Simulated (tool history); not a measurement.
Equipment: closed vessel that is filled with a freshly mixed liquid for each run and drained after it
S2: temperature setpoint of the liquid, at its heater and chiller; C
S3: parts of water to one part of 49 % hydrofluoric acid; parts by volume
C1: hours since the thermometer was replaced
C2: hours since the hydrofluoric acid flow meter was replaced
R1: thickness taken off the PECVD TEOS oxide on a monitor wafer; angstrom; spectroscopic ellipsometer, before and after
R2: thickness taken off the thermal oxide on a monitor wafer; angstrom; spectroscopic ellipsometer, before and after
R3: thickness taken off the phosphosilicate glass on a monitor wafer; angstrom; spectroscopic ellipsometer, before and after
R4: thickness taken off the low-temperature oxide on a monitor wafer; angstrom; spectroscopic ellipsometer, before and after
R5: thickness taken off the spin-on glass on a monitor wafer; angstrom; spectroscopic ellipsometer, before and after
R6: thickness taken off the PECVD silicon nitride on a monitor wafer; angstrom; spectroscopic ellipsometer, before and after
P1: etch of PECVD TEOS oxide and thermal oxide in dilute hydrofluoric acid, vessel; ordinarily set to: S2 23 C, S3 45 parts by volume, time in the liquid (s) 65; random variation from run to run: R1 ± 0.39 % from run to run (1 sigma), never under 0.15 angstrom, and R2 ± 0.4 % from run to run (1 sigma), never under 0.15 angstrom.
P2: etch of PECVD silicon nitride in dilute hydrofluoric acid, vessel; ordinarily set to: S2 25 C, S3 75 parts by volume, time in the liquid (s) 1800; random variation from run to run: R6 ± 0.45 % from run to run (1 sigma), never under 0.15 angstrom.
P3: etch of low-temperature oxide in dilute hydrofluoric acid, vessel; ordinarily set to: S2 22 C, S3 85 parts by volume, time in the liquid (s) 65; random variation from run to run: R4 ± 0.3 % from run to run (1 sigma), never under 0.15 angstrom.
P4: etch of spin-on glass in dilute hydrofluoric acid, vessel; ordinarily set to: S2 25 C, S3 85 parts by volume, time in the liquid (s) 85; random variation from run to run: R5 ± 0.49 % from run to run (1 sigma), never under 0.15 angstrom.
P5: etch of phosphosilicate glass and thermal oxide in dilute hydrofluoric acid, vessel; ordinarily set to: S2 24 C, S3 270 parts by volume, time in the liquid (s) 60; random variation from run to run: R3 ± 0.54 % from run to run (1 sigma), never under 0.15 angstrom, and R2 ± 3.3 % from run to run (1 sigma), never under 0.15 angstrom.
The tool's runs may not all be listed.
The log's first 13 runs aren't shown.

Run 14, hour 192.2: process that ran P3, S2 17 C, S3 85 parts by volume, time in the liquid (s) 65; C1 1187.7; C2 536.6. Result: R4 178.56 angstrom.
Run 15, hour 203.6: process that ran P4, S2 25 C, S3 85 parts by volume, time in the liquid (s) 85; C1 1199.1; C2 548. Result: R5 372.2 angstrom.
Run 16, hour 221.2: process that ran P1, S2 23 C, S3 20 parts by volume, time in the liquid (s) 65; C1 1216.7; C2 565.6. Result: R1 441.22 angstrom, R2 162.29 angstrom.
Run 17, hour 237: process that ran P1, S2 30 C, S3 75 parts by volume, time in the liquid (s) 65; C1 1232.5; C2 581.4. Result: R1 143.88 angstrom, R2 53.859 angstrom.
Run 18, hour 253: process that ran P1, S2 23 C, S3 45 parts by volume, time in the liquid (s) 30; C1 1248.5; C2 597.4. Result: R1 87.392 angstrom, R2 32.285 angstrom.
Run 19, hour 270.5: process that ran P4, S2 25 C, S3 85 parts by volume, time in the liquid (s) 30; C1 1266; C2 614.9. Result: R5 129.53 angstrom.
Run 20, hour 283.4: process that ran P1, S2 23 C, S3 45 parts by volume, time in the liquid (s) 65; C1 1278.9; C2 627.8. Result: R1 188.07 angstrom, R2 70.281 angstrom.
Run 21, hour 299.8: process that ran P2, S2 25 C, S3 125 parts by volume, time in the liquid (s) 1800; C1 1295.3; C2 644.2. Result: R6 339.16 angstrom.

Forecast run 22:
Run 22, hour 309.4: process that ran P2, S2 25 C, S3 75 parts by volume, time in the liquid (s) 590; C1 1304.9; C2 653.8. Result: R6 ?.

Run 22 came out at R6 185.42 angstrom.
